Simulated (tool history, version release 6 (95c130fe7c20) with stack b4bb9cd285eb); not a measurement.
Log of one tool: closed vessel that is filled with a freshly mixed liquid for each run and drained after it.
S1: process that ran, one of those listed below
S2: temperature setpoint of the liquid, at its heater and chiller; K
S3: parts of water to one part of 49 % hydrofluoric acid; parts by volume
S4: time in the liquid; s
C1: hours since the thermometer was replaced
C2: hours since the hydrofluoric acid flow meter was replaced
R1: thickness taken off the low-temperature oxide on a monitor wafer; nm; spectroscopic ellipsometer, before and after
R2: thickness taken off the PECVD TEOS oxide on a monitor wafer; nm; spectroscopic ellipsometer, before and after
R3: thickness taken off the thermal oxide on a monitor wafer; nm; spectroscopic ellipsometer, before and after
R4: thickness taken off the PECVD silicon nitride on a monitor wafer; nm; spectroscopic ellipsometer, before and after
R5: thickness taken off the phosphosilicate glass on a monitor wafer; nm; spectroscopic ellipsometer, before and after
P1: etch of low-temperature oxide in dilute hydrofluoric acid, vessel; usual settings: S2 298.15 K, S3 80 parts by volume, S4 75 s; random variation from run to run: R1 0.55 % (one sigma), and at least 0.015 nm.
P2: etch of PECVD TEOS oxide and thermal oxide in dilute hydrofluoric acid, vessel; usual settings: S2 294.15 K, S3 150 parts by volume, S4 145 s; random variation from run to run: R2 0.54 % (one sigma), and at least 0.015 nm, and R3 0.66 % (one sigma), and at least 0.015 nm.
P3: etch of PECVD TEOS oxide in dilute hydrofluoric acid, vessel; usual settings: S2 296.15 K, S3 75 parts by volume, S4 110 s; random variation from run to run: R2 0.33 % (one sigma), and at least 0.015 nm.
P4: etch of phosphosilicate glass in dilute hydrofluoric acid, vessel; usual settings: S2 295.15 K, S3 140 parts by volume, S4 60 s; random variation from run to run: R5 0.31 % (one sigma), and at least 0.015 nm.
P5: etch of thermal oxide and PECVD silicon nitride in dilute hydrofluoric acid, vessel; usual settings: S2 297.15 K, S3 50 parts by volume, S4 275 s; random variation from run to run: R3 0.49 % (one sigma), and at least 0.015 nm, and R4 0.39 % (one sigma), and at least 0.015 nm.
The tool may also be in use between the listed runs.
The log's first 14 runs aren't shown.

{"run": 15, "hour": 161.5, "S1": "P4", "S2": 290.15, "S3": 140, "S4": 60, "C1": 304.7, "C2": 1011.9, "R5": 27.273}
{"run": 16, "hour": 169.0, "S1": "P2", "S2": 301.65, "S3": 150, "S4": 145, "C1": 312.2, "C2": 1019.4, "R2": 21.847, "R3": 4.9939}
{"run": 17, "hour": 176.6, "S1": "P4", "S2": 295.15, "S3": 140, "S4": 90, "C1": 319.8, "C2": 1027.0, "R5": 50.238}
{"run": 18, "hour": 187.5, "S1": "P1", "S2": 298.15, "S3": 20, "S4": 75, "C1": 330.7, "C2": 1037.9, "R1": 75.438}
{"run": 19, "hour": 200.4, "S1": "P2", "S2": 294.15, "S3": 150, "S4": 55, "C1": 343.6, "C2": 1050.8, "R2": 6.294, "R3": 1.4556}
{"run": 20, "hour": 213.8, "S1": "P1", "S2": 305.15, "S3": 80, "S4": 75, "C1": 357.0, "C2": 1064.2, "R1": 22.614}
{"run": 21, "hour": 228.2, "S1": "P4", "S2": 295.15, "S3": 220, "S4": 60, "C1": 371.4, "C2": 1078.6, "R5": 19.55}
{"run": 22, "hour": 240.3, "S1": "P1", "S2": 298.15, "S3": 80, "S4": 120, "C1": 383.5, "C2": 1090.7, "R1": 27.733}
{"run": 23, "hour": 255.3, "S1": "P1", "S2": 291.65, "S3": 80, "S4": 125, "C1": 398.5, "C2": 1105.7, "R1": 22.095}
{"run": 24, "hour": 266.1, "S1": "P5", "S2": 297.15, "S3": 50, "S4": 275, "C1": 409.3, "C2": 1116.5, "R3": 29.957, "R4": 9.5992}
{"run": 25, "hour": 278.8, "S1": "P5", "S2": 297.15, "S3": 50, "S4": 35, "C1": 422.0, "C2": 1129.2, "R3": 3.7929, "R4": 1.2136}
{"run": 26, "hour": 286.3, "S1": "P1", "S2": 298.15, "S3": 80, "S4": 75, "C1": 429.5, "C2": 1136.7, "R1": 17.293}
{"run": 27, "hour": 293.0, "S1": "P1", "S2": 292.65, "S3": 80, "S4": 75, "C1": 436.2, "C2": 1143.4, "R1": 13.842}
{"run": 28, "hour": 299.5, "S1": "P1", "S2": 298.15, "S3": 80, "S4": 75, "C1": 442.7, "C2": 1149.9, "R1": 17.209}
{"run": 29, "hour": 311.9, "S1": "P1", "S2": 298.15, "S3": 80, "S4": 30, "C1": 455.1, "C2": 1162.3, "R1": 6.8505}
{"run": 30, "hour": 322.3, "S1": "P3", "S2": 296.15, "S3": 75, "S4": 110, "C1": 465.5, "C2": 1172.7, "R2": 24.923}
{"run": 31, "hour": 333.4, "S1": "P4", "S2": 295.15, "S3": 140, "S4": 60, "C1": 476.6, "C2": 1183.8, "R5": 33.35}
{"run": 32, "hour": 346.3, "S1": "P1", "S2": 298.15, "S3": 80, "S4": 75, "C1": 489.5, "C2": 1196.7, "R1": 17.331}
{"run": 33, "hour": 357.9, "S1": "P1", "S2": 298.15, "S3": 80, "S4": 75, "C1": 501.1, "C2": 1208.3, "R1": 17.346}
{"run": 34, "hour": 369.2, "S1": "P1", "S2": 298.15, "S3": 80, "S4": 75, "C1": 512.4, "C2": 1219.6, "R1": 17.678}
{"run": 35, "hour": 382.0, "S1": "P1", "S2": 298.15, "S3": 80, "S4": 75, "C1": 525.2, "C2": 1232.4, "R1": 17.953}
{"run": 36, "hour": 388.7, "S1": "P1", "S2": 298.15, "S3": 80, "S4": 75, "C1": 531.9, "C2": 1239.1, "R1": 17.97}
{"run": 37, "hour": 401.3, "S1": "P1", "S2": 298.15, "S3": 80, "S4": 75, "C1": 544.5, "C2": 1251.7, "R1": 18.097}
{"run": 38, "hour": 415.8, "S1": "P1", "S2": 298.15, "S3": 80, "S4": 75, "C1": 559.0, "C2": 1266.2, "R1": 18.205}

The next listed run, before its measurement:
{"run": 39, "hour": 426.4, "S1": "P1", "S2": 298.15, "S3": 80, "S4": 75, "C1": 569.6, "C2": 1276.8, "R1": "?"}

Run 39 gave R1 18.2930 nm.
